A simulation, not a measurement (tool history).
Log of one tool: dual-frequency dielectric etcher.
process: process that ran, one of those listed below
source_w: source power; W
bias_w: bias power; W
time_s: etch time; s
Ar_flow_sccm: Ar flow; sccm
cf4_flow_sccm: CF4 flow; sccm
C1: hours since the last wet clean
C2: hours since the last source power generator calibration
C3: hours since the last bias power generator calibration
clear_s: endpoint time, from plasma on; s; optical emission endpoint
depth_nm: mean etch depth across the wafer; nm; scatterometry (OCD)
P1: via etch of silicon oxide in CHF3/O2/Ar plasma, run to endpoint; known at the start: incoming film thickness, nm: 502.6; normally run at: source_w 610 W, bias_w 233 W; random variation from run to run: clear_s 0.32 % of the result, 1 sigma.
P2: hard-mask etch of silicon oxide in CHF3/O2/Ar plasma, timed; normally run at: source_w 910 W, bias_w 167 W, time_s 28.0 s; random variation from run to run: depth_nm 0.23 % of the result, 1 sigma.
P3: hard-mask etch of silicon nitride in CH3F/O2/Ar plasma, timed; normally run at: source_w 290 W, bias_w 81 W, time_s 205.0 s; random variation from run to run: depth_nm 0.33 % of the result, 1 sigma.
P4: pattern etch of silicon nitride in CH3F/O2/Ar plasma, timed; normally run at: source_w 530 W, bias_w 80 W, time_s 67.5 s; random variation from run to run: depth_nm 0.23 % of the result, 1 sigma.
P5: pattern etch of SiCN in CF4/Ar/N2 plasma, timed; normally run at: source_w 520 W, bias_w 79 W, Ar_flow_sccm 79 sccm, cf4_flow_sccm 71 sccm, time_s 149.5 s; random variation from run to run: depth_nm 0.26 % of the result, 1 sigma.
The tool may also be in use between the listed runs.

{"run": 1, "day": 0.433, "process": "P1", "source_w": 610, "bias_w": 233, "C1": 407.9, "C2": 2439.1, "C3": 1052.2, "clear_s": 225.16}
{"run": 2, "day": 0.833, "process": "P3", "source_w": 290, "bias_w": 81, "time_s": 131.5, "C1": 417.5, "C2": 2448.7, "C3": 1061.8, "depth_nm": 89.101}
{"run": 3, "day": 1.288, "process": "P2", "source_w": 910, "bias_w": 222, "time_s": 28.0, "C1": 428.4, "C2": 2459.6, "C3": 1072.7, "depth_nm": 69.855}
{"run": 4, "day": 1.667, "process": "P3", "source_w": 190, "bias_w": 81, "time_s": 205.0, "C1": 437.5, "C2": 2468.7, "C3": 1081.8, "depth_nm": 118.57}
{"run": 5, "day": 2.308, "process": "P1", "source_w": 610, "bias_w": 233, "C1": 452.9, "C2": 2484.1, "C3": 1097.2, "clear_s": 223.51}
{"run": 6, "day": 2.746, "process": "P1", "source_w": 610, "bias_w": 313, "C1": 463.4, "C2": 2494.6, "C3": 1107.7, "clear_s": 200.22}
{"run": 7, "day": 3.4, "process": "P5", "source_w": 520, "bias_w": 79, "time_s": 149.5, "Ar_flow_sccm": 79, "cf4_flow_sccm": 71, "C1": 479.1, "C2": 2510.3, "C3": 1123.4, "depth_nm": 154.83}
{"run": 8, "day": 4.104, "process": "P1", "source_w": 610, "bias_w": 148, "C1": 496.0, "C2": 2527.2, "C3": 1140.3, "clear_s": 260.32}
{"run": 9, "day": 4.892, "process": "P1", "source_w": 610, "bias_w": 233, "C1": 514.9, "C2": 2546.1, "C3": 1159.2, "clear_s": 224.18}
{"run": 10, "day": 5.546, "process": "P2", "source_w": 910, "bias_w": 167, "time_s": 28.0, "C1": 530.6, "C2": 2561.8, "C3": 1174.9, "depth_nm": 63.107}
{"run": 11, "day": 6.325, "process": "P1", "source_w": 860, "bias_w": 233, "C1": 549.3, "C2": 2580.5, "C3": 1193.6, "clear_s": 195.82}
{"run": 12, "day": 6.879, "process": "P5", "source_w": 520, "bias_w": 79, "time_s": 82.0, "Ar_flow_sccm": 79, "cf4_flow_sccm": 71, "C1": 562.6, "C2": 2593.8, "C3": 1206.9, "depth_nm": 85.06}
{"run": 13, "day": 7.342, "process": "P5", "source_w": 520, "bias_w": 79, "time_s": 149.5, "Ar_flow_sccm": 79, "cf4_flow_sccm": 44, "C1": 573.7, "C2": 2604.9, "C3": 1218.0, "depth_nm": 144.46}
{"run": 14, "day": 7.892, "process": "P3", "source_w": 290, "bias_w": 81, "time_s": 205.0, "C1": 586.9, "C2": 2618.1, "C3": 1231.2, "depth_nm": 138.0}
{"run": 15, "day": 8.392, "process": "P1", "source_w": 610, "bias_w": 233, "C1": 598.9, "C2": 2630.1, "C3": 1243.2, "clear_s": 224.19}
{"run": 16, "day": 8.767, "process": "P4", "source_w": 530, "bias_w": 80, "time_s": 52.5, "C1": 607.9, "C2": 2639.1, "C3": 1252.2, "depth_nm": 42.266}
{"run": 17, "day": 9.375, "process": "P2", "source_w": 910, "bias_w": 167, "time_s": 18.0, "C1": 622.5, "C2": 2653.7, "C3": 1266.8, "depth_nm": 40.698}
{"run": 18, "day": 10.108, "process": "P5", "source_w": 520, "bias_w": 79, "time_s": 149.5, "Ar_flow_sccm": 51, "cf4_flow_sccm": 71, "C1": 640.1, "C2": 2671.3, "C3": 1284.4, "depth_nm": 163.99}
{"run": 19, "day": 10.888, "process": "P1", "source_w": 730, "bias_w": 188, "C1": 658.8, "C2": 2690.0, "C3": 1303.1, "clear_s": 224.59}
{"run": 20, "day": 11.471, "process": "P1", "source_w": 610, "bias_w": 233, "C1": 672.8, "C2": 2704.0, "C3": 1317.1, "clear_s": 224.78}
{"run": 21, "day": 11.983, "process": "P4", "source_w": 690, "bias_w": 80, "time_s": 67.5, "C1": 685.1, "C2": 2716.3, "C3": 1329.4, "depth_nm": 59.994}
{"run": 22, "day": 12.754, "process": "P5", "source_w": 520, "bias_w": 57, "time_s": 149.5, "Ar_flow_sccm": 79, "cf4_flow_sccm": 71, "C1": 703.6, "C2": 2734.8, "C3": 1347.9, "depth_nm": 138.75}
{"run": 23, "day": 13.554, "process": "P5", "source_w": 420, "bias_w": 79, "time_s": 149.5, "Ar_flow_sccm": 79, "cf4_flow_sccm": 71, "C1": 722.8, "C2": 2754.0, "C3": 1367.1, "depth_nm": 128.37}
{"run": 24, "day": 13.958, "process": "P4", "source_w": 530, "bias_w": 80, "time_s": 67.5, "C1": 732.5, "C2": 2763.7, "C3": 1376.8, "depth_nm": 54.322}
{"run": 25, "day": 14.704, "process": "P1", "source_w": 400, "bias_w": 233, "C1": 750.4, "C2": 2781.6, "C3": 1394.7, "clear_s": 261.52}
{"run": 26, "day": 15.462, "process": "P4", "source_w": 530, "bias_w": 47, "time_s": 67.5, "C1": 768.6, "C2": 2799.8, "C3": 1412.9, "depth_nm": 45.639}
{"run": 27, "day": 16.238, "process": "P1", "source_w": 480, "bias_w": 287, "C1": 787.2, "C2": 2818.4, "C3": 1431.5, "clear_s": 227.45}
{"run": 28, "day": 16.779, "process": "P2", "source_w": 1100, "bias_w": 167, "time_s": 28.0, "C1": 800.2, "C2": 2831.4, "C3": 1444.5, "depth_nm": 67.981}
{"run": 29, "day": 17.588, "process": "P3", "source_w": 290, "bias_w": 112, "time_s": 205.0, "C1": 819.6, "C2": 2850.8, "C3": 1463.9, "depth_nm": 156.83}
{"run": 30, "day": 18.054, "process": "P1", "source_w": 610, "bias_w": 233, "C1": 830.8, "C2": 2862.0, "C3": 1475.1, "clear_s": 224.37}
{"run": 31, "day": 18.775, "process": "P1", "source_w": 610, "bias_w": 233, "C1": 848.1, "C2": 2879.3, "C3": 1492.4, "clear_s": 226.18}
{"run": 32, "day": 19.35, "process": "P1", "source_w": 610, "bias_w": 233, "C1": 861.9, "C2": 2893.1, "C3": 1506.2, "clear_s": 226.52}
{"run": 33, "day": 20.096, "process": "P1", "source_w": 610, "bias_w": 233, "C1": 879.8, "C2": 2911.0, "C3": 1524.1, "clear_s": 226.29}
{"run": 34, "day": 20.867, "process": "P1", "source_w": 610, "bias_w": 233, "C1": 898.3, "C2": 2929.5, "C3": 1542.6, "clear_s": 227.47}
{"day": 21.017, "done": "wet clean of the chamber"}
{"run": 35, "day": 21.358, "process": "P1", "source_w": 610, "bias_w": 233, "C1": 8.3, "C2": 2941.3, "C3": 1554.4, "clear_s": 226.85}
{"run": 36, "day": 22.008, "process": "P1", "source_w": 610, "bias_w": 233, "C1": 23.9, "C2": 2956.9, "C3": 1570.0, "clear_s": 228.28}
{"run": 37, "day": 22.521, "process": "P1", "source_w": 610, "bias_w": 233, "C1": 36.2, "C2": 2969.2, "C3": 1582.3, "clear_s": 227.65}
{"run": 38, "day": 23.238, "process": "P1", "source_w": 610, "bias_w": 233, "C1": 53.4, "C2": 2986.4, "C3": 1599.5, "clear_s": 228.35}

What P1 gives has crept away from where it was. These 2 causes fit the log equally well, each at the size given:
A: bias power that arrives under what is set, % = 4.46
B: source power that arrives under what is set, % = 4.16
The creep began at about day 18.054.
Why every other cause is out:
chamber walls in a state that lowers the etch rate, %: serviced at day 21.017, which brought nothing back

4 check runs are offered, one wafer each, their results left as question marks. Which one tells the causes apart?
{"run": "check 1", "day": 23.954, "process": "P2", "source_w": 910, "bias_w": 202, "time_s": 18.5, "depth_nm": "?"}
{"run": "check 2", "day": 23.954, "process": "P5", "source_w": 520, "bias_w": 79, "time_s": 97.5, "Ar_flow_sccm": 56, "cf4_flow_sccm": 71, "depth_nm": "?"}
{"run": "check 3", "day": 23.954, "process": "P4", "source_w": 690, "bias_w": 80, "time_s": 56.0, "depth_nm": "?"}
{"run": "check 4", "day": 23.954, "process": "P3", "source_w": 220, "bias_w": 81, "time_s": 205.0, "depth_nm": "?"}

What each check would give under each cause:
check=check_1 result=depth_nm if_A=43.802 if_B=43.754
check=check_2 result=depth_nm if_A=104.110 if_B=101.740
check=check_3 result=depth_nm if_A=49.001 if_B=48.954
check=check_4 result=depth_nm if_A=123.180 if_B=123.290
How far apart the two closest causes lie, in the result that separates them most: check 1 0.11 %; check 2 2.3 %; check 3 0.1 %; check 4 0.09 %
Check 2 tells the causes apart: in the others they would give nearly the same result.

Then check 2 was run and gave: depth_nm 104.060 nm. Which cause is it?

It is A: bias power that arrives under what is set, %.

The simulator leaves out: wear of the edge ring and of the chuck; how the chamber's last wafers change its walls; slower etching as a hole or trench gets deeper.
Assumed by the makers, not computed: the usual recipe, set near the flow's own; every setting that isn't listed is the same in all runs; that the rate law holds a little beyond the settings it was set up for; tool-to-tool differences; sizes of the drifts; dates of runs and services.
